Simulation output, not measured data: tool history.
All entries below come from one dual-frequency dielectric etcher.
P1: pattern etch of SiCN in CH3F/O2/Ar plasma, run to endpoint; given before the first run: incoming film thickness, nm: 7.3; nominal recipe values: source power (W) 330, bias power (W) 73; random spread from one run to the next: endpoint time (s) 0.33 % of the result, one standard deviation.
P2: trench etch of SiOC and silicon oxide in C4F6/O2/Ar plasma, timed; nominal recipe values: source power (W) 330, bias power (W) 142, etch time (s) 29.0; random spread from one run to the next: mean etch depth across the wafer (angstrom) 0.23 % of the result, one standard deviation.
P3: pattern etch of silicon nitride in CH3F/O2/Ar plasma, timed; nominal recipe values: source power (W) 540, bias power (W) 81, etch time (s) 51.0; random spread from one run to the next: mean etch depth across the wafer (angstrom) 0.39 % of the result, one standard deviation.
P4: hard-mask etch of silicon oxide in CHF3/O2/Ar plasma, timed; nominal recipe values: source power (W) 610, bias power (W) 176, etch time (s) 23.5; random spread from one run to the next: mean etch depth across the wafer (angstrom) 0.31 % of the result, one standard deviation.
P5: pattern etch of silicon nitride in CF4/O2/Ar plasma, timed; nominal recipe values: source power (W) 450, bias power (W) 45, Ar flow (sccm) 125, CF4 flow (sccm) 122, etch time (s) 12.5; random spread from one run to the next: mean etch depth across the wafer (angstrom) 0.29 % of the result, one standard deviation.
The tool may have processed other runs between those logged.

run	hour	process that ran	source power (W)	bias power (W)	etch time (s)	Ar flow (sccm)	CF4 flow (sccm)	hours since the last wet clean	hours since the last source power generator calibration	hours since the last bias power generator calibration	endpoint time (s)	mean etch depth across the wafer (angstrom)
1	16.5	P1	330	73				219.1	1243.9	640.6	20.349	
2	25.4	P4	610	176	23.5			228.0	1252.8	649.5		457.86
3	33.0	P1	230	51				235.6	1260.4	657.1	26.388	
4	44.9	P4	770	176	23.5			247.5	1272.3	669.0		502.71
5	62.6	P3	540	109	51.0			265.2	1290.0	686.7		449.79
6	75.0	P4	610	176	23.5			277.6	1302.4	699.1		458.85
7	92.1	P3	320	81	51.0			294.7	1319.5	716.2		335.08
8	103.6	P5	450	27	12.5	125	122	306.2	1331.0	727.7		171.31
9	114.6	P5	450	45	12.5	125	122	317.2	1342.0	738.7		203.68
10	126.4	P5	450	45	12.5	162	122	329.0	1353.8	750.5		197.30
11	142.0	P1	330	73				344.6	1369.4	766.1	20.507	
12	157.7	P2	330	142	29.0			360.3	1385.1	781.8		504.24
13	174.7	P4	610	176	13.0			377.3	1402.1	798.8		254.27
14	188.2	P1	330	102				390.8	1415.6	812.3	18.044	
15	204.2	P3	540	81	30.0			406.8	1431.6	828.3		241.10
16	216.2	P1	330	48				418.8	1443.6	840.3	23.530	
17	224.8	P1	330	73				427.4	1452.2	848.9	20.376	
18	236.9	P5	450	45	12.5	125	122	439.5	1464.3	861.0		203.79
19	252.4	P1	230	73				455.0	1479.8	876.5	23.394	
20	269.2	P1	330	73				471.8	1496.6	893.3	20.454	
21	278.6	P5	450	45	15.5	125	122	481.2	1506.0	902.7		252.74
22	295.8	P5	450	45	12.5	125	166	498.4	1523.2	919.9		212.11
23	311.6	P2	420	142	29.0			514.2	1539.0	935.7		552.88
24	323.0	P1	330	73				525.6	1550.4	947.1	20.421	
25	336.2	P2	330	142	39.5			538.8	1563.6	960.3		687.92
26	348.6	P3	540	81	51.0			551.2	1576.0	972.7		407.56
27	363.7	P4	610	218	23.5			566.3	1591.1	987.8		495.05
28	372.6	P2	330	188	29.0			575.2	1600.0	996.7		549.95
29	390.3	P1	460	73				592.9	1617.7	1014.4	17.967	
30	404.1	P5	350	45	12.5	125	122	606.7	1631.5	1028.2		163.51
31	421.5	P1	330	73				624.1	1648.9	1045.6	20.379	
32	434.4	P1	330	73				637.0	1661.8	1058.5	20.276	
33	449.5	P1	330	73				652.1	1676.9	1073.6	20.279	
34	463.5	P1	330	73				666.1	1690.9	1087.6	20.025	
# hour 471.9: wet clean of the chamber
35	475.6	P1	330	73				3.8	1703.0	1099.7	20.199	
36	485.2	P1	330	73				13.4	1712.6	1109.3	20.146	
37	502.5	P1	330	73				30.7	1729.9	1126.6	19.995	
38	510.2	P1	330	73				38.4	1737.6	1134.3	20.111	
39	527.3	P1	330	73				55.5	1754.7	1151.4	20.119	
40	537.2	P1	330	73				65.4	1764.6	1161.3	20.152	

Something has made what P1 gives creep away from where it was; the 2 causes below, each at its own stated size, fit the log equally well:
A: bias power that arrives over what is set, % = 4.67
B: source power that arrives over what is set, % = 4.51
The onset of the drift is placed at about hour 421.5.
Other possible causes, and why each is ruled out:
chamber walls in a state that raises the etch rate, %: maintenance at hour 471.9, after the shift began, did not return the process to its former output

Consider the 4 single-wafer check runs listed below, results given as question marks: which one distinguishes between the causes by giving clearly different results for each?
check 1	547.1	P5	350	45	12.5	125	122					?
check 2	547.1	P2	390	142	37.0							?
check 3	547.1	P3	540	105	30.5							?
check 4	547.1	P4	610	213	23.5							?

What every check run would give for each of its results, assuming each possible cause in turn:
check	result	if A	if B
check 1	mean etch depth across the wafer (angstrom)	167.23	170.80
check 2	mean etch depth across the wafer (angstrom)	696.65	699.18
check 3	mean etch depth across the wafer (angstrom)	271.57	271.52
check 4	mean etch depth across the wafer (angstrom)	497.20	497.61
Per-check spread between the two closest causes, in the result where they differ most: check 1 2.11 %; check 2 0.36 %; check 3 0.02 %; check 4 0.08 %
The causes can be told apart only by check 1. The other checks would give nearly the same results under each of them.

Check 1 has now been run. It gave: mean etch depth across the wafer (angstrom) 167.31. Which of the candidate causes is it?

The cause is A: bias power that arrives over what is set, %.
